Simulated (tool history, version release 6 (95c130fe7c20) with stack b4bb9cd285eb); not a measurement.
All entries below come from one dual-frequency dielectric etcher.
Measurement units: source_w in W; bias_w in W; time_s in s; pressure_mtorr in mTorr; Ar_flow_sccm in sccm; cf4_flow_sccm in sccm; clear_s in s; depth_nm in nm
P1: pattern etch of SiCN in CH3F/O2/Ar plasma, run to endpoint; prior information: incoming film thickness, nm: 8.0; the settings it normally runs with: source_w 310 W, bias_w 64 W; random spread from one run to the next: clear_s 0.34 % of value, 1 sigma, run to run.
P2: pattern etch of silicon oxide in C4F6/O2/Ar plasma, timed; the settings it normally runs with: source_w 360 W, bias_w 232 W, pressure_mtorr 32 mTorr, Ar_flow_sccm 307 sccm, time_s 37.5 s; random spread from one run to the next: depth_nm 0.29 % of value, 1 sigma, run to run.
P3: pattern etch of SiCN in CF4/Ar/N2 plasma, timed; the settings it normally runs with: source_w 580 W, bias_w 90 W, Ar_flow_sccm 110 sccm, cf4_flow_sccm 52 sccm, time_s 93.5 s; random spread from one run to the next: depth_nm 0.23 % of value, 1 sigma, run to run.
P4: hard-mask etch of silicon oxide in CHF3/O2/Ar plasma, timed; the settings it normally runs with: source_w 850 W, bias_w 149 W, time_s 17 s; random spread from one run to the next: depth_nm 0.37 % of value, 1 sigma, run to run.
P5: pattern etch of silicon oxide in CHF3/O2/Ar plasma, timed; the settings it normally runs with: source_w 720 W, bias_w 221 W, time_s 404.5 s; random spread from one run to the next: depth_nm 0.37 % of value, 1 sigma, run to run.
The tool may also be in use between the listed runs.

run   hour  process  source_w  bias_w  time_s  pressure_mtorr  Ar_flow_sccm  cf4_flow_sccm  hours since the last wet clean  hours since the last source power generator calibration  hours since the last bias power generator calibration  clear_s  depth_nm
  1    7.6       P1       310      64                                                                                104.6                                                   1267.2                                                  873.4   24.261
  2   16.4       P4      1040     149      17                                                                        113.4                                                     1276                                                  882.2             39.622
  3   23.4       P1       430      41                                                                                120.4                                                     1283                                                  889.2   24.935
  4   28.1       P2       460     232    37.5              32           307                                          125.1                                                   1287.7                                                  893.9             137.31
  5   36.8       P5       720     313   404.5                                                                        133.8                                                   1296.4                                                  902.6             1056.1
  6     45       P1       390      64                                                                                  142                                                   1304.6                                                  910.8   22.283
  7   50.8       P3       580      90    93.5                           157             52                           147.8                                                   1310.4                                                  916.6             98.123
  8   56.3       P4       850     114      17                                                                        153.3                                                   1315.9                                                  922.1             33.612
  9   64.2       P1       310      83                                                                                161.2                                                   1323.8                                                    930   22.291
 10   68.9       P1       310      64                                                                                165.9                                                   1328.5                                                  934.7   24.344
 11   74.3       P4       850     149      17                                                                        171.3                                                   1333.9                                                  940.1             36.713
 12   81.9       P3       580      90    93.5                           110             70                           178.9                                                   1341.5                                                  947.7             108.27
 13   87.4       P2       360     232    37.5            41.5           307                                          184.4                                                     1347                                                  953.2             121.42
 14   92.3       P4       850     149      17                                                                        189.3                                                   1351.9                                                  958.1              36.45
 15    100       P1       310      64                                                                                  197                                                   1359.6                                                  965.8   24.327
 16  106.2       P1       310      64                                                                                203.2                                                   1365.8                                                    972   24.234
 17  112.7       P2       360     232    37.5              32           216                                          209.7                                                   1372.3                                                  978.5              130.6
 18  117.1       P1       310      64                                                                                214.1                                                   1376.7                                                  982.9    24.32
 19  122.2       P1       310      64                                                                                219.2                                                   1381.8                                                    988   24.349
 20  130.3       P1       310      64                                                                                227.3                                                   1389.9                                                  996.1   24.407
 21  138.7       P1       310      48                                                                                235.7                                                   1398.3                                                 1004.5   26.862
 22    144       P3       580      90    72.5                           110             52                             241                                                   1403.6                                                 1009.8             80.192
 23  148.5       P3       580      90    93.5                           110             52                           245.5                                                   1408.1                                                 1014.3             103.86
 24  152.7       P5       720     221   404.5                                                                        249.7                                                   1412.3                                                 1018.5              923.5
 25  156.9       P2       360     146    37.5              32           307                                          253.9                                                   1416.5                                                 1022.7             108.47
 26  164.8       P1       210      80                                                                                261.8                                                   1424.4                                                 1030.6   25.901
 27  170.1       P5       720     221   222.5                                                                        267.1                                                   1429.7                                                 1035.9             509.96
 28    176       P3       580      90    93.5                           110             52                             273                                                   1435.6                                                 1041.8             103.33
 29  182.1       P2       360     232    37.5              32           307                                          279.1                                                   1441.7                                                 1047.9              126.2
 30  188.6       P3       580     118    93.5                           110             52                           285.6                                                   1448.2                                                 1054.4             114.58
 31  197.3       P1       410      79                                                                                294.3                                                   1456.9                                                 1063.1   20.245
 32  202.9       P3       410      90    93.5                           110             52                           299.9                                                   1462.5                                                 1068.7             76.725
 33  209.8       P2       360     232      51              32           307                                          306.8                                                   1469.4                                                 1075.6             171.54
 34  218.5       P1       220      64                                                                                315.5                                                   1478.1                                                 1084.3   27.929
 35  224.2       P4       850     149     9.5                                                                        321.2                                                   1483.8                                                   1090             20.475
 36  229.6       P5       970     221   404.5                                                                        326.6                                                   1489.2                                                 1095.4             1047.5
 37  238.5       P1       310      64                                                                                335.5                                                   1498.1                                                 1104.3    24.33
 38  242.5       P1       310      64                                                                                339.5                                                   1502.1                                                 1108.3   24.241
 39  250.7       P1       310      64                                                                                347.7                                                   1510.3                                                 1116.5       24
 40  256.1       P1       310      64                                                                                353.1                                                   1515.7                                                 1121.9   24.074
     260.7  -- wet clean of the chamber
 41  265.2       P1       310      64                                                                                  4.5                                                   1524.8                                                   1131   24.161
 42  269.3       P1       310      64                                                                                  8.6                                                   1528.9                                                 1135.1   24.019
 43  275.6       P1       310      64                                                                                 14.9                                                   1535.2                                                 1141.4   24.019
 44  280.8       P1       310      64                                                                                 20.1                                                   1540.4                                                 1146.6   24.027
 45  289.8       P1       310      64                                                                                 29.1                                                   1549.4                                                 1155.6   23.961
 46  296.4       P1       310      64                                                                                 35.7                                                     1556                                                 1162.2   23.931

The output of P1 has drifted from where it used to be. Each of the 2 causes below, taken at the size shown beside it, accounts for the log equally well:
A: bias power that arrives over what is set, % = 4.96
B: source power that arrives over what is set, % = 4.64
At approximately hour 238.5, the process output began to creep.
What rules out each remaining cause:
chamber walls in a state that raises the etch rate, %: serviced at hour 260.7, which brought nothing back

Of the 4 check runs listed below, each run on one wafer and each result written as a question mark, which would let you distinguish the listed causes because they would give clearly different results?
check 1   303       P3       580      90    93.5                           141             69                                                                                                                                                                  ?
check 2   303       P5       890     221   222.5                                                                                                                                                                                                               ?
check 3   303       P4       850     122      10                                                                                                                                                                                                               ?
check 4   303       P2       360     150    37.5              32           227                                                                                                                                                                                 ?

Check results expected under each cause:
  check    result    if A    if B
check 1  depth_nm  106.07  108.34
check 2  depth_nm  562.73  563.14
check 3  depth_nm  20.541   20.61
check 4  depth_nm  114.43  114.77
Gap, in per cent, between the two causes that each check separates least, read from the result that separates them most: check 1 2.11 %; check 2 0.07 %; check 3 0.33 %; check 4 0.3 %
Check 1 is the one run that separates the causes; every other check would come out nearly the same whichever cause is at work.

Then check 1 was run and gave: depth_nm 108.4 nm. Which cause is it?

It was cause B: source power that arrives over what is set, %.
